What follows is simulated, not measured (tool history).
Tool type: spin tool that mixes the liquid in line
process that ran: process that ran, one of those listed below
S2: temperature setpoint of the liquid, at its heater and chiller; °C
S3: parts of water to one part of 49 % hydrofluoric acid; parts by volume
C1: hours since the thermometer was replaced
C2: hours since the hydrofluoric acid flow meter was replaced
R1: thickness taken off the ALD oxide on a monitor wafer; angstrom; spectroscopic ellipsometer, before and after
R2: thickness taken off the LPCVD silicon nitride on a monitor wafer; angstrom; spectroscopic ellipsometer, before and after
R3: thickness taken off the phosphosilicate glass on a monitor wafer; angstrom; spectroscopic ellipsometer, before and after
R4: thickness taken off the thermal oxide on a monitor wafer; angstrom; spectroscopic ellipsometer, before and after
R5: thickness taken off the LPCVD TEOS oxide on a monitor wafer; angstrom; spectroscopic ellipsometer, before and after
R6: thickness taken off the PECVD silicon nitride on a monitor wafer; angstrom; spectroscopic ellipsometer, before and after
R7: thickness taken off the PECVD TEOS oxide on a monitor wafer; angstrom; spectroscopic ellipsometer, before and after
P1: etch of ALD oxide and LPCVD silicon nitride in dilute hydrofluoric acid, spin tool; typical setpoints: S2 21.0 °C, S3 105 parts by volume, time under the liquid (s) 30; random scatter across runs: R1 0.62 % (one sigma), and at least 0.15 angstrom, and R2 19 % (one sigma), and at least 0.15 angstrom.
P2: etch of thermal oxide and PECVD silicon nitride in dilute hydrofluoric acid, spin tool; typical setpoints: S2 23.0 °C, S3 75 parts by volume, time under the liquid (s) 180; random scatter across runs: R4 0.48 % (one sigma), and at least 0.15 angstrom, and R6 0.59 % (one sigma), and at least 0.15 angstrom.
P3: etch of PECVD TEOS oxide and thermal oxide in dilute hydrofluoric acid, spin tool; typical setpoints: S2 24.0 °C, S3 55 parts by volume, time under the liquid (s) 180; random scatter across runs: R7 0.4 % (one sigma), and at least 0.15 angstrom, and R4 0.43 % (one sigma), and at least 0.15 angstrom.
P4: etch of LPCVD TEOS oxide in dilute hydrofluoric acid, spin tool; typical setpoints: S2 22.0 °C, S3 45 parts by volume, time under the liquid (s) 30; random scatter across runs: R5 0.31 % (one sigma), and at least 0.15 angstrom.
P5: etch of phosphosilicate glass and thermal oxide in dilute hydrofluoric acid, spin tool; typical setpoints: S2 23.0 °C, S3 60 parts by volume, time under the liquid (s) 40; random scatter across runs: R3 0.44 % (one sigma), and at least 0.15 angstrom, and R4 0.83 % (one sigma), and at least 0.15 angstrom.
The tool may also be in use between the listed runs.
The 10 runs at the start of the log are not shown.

Run 11, hour 126.2: process that ran P2, S2 23.0 °C, S3 75 parts by volume, time under the liquid (s) 360; C1 1055.6; C2 1139.4. Result: R4 229.710 angstrom, R6 83.144 angstrom.
Run 12, hour 136.8: process that ran P5, S2 17.0 °C, S3 60 parts by volume, time under the liquid (s) 40; C1 1066.2; C2 1150.0. Result: R3 397.31 angstrom, R4 25.288 angstrom.
Run 13, hour 150.3: process that ran P4, S2 22.0 °C, S3 45 parts by volume, time under the liquid (s) 15; C1 1079.7; C2 1163.5. Result: R5 174.80 angstrom.
Run 14, hour 159.3: process that ran P1, S2 21.0 °C, S3 105 parts by volume, time under the liquid (s) 50; C1 1088.7; C2 1172.5. Result: R1 70.589 angstrom, R2 1.18860 angstrom.
Run 15, hour 175.2: process that ran P3, S2 24.0 °C, S3 55 parts by volume, time under the liquid (s) 180; C1 1104.6; C2 1188.4. Result: R4 162.160 angstrom, R7 300.89 angstrom.
Run 16, hour 185.4: process that ran P4, S2 22.0 °C, S3 45 parts by volume, time under the liquid (s) 30; C1 1114.8; C2 1198.6. Result: R5 349.53 angstrom.
Run 17, hour 198.1: process that ran P1, S2 21.0 °C, S3 105 parts by volume, time under the liquid (s) 30; C1 1127.5; C2 1211.3. Result: R1 41.765 angstrom, R2 0.71428 angstrom.
Run 18, hour 208.5: process that ran P4, S2 25.5 °C, S3 45 parts by volume, time under the liquid (s) 30; C1 1137.9; C2 1221.7. Result: R5 401.23 angstrom.
Run 19, hour 222.2: process that ran P1, S2 28.5 °C, S3 105 parts by volume, time under the liquid (s) 30; C1 1151.6; C2 1235.4. Result: R1 56.045 angstrom, R2 1.46340 angstrom.
Run 20, hour 235.5: process that ran P1, S2 21.0 °C, S3 190 parts by volume, time under the liquid (s) 30; C1 1164.9; C2 1248.7. Result: R1 20.925 angstrom, R2 0.48295 angstrom.
Run 21, hour 250.6: process that ran P1, S2 21.0 °C, S3 105 parts by volume, time under the liquid (s) 30; C1 1180.0; C2 1263.8. Result: R1 41.754 angstrom, R2 0.94436 angstrom.
Run 22, hour 258.5: process that ran P1, S2 21.0 °C, S3 105 parts by volume, time under the liquid (s) 30; C1 1187.9; C2 1271.7. Result: R1 42.170 angstrom, R2 0.87247 angstrom.
Run 23, hour 268.1: process that ran P5, S2 23.0 °C, S3 60 parts by volume, time under the liquid (s) 40; C1 1197.5; C2 1281.3. Result: R3 511.40 angstrom, R4 32.405 angstrom.
Run 24, hour 282.2: process that ran P3, S2 24.0 °C, S3 55 parts by volume, time under the liquid (s) 360; C1 1211.6; C2 1295.4. Result: R4 325.600 angstrom, R7 600.55 angstrom.
Run 25, hour 295.1: process that ran P3, S2 24.0 °C, S3 25 parts by volume, time under the liquid (s) 180; C1 1224.5; C2 1308.3. Result: R4 374.660 angstrom, R7 684.89 angstrom.
Run 26, hour 307.3: process that ran P1, S2 21.0 °C, S3 30 parts by volume, time under the liquid (s) 30; C1 1236.7; C2 1320.5. Result: R1 160.060 angstrom, R2 3.95300 angstrom.

What does the tool deliver on the next run?
Run 27, hour 320.9: process that ran P1, S2 21.0 °C, S3 105 parts by volume, time under the liquid (s) 15; C1 1250.3; C2 1334.1. Result: R1 ?, R2 ?.

R1: 20.946 angstrom
R2: 0.49881 angstrom

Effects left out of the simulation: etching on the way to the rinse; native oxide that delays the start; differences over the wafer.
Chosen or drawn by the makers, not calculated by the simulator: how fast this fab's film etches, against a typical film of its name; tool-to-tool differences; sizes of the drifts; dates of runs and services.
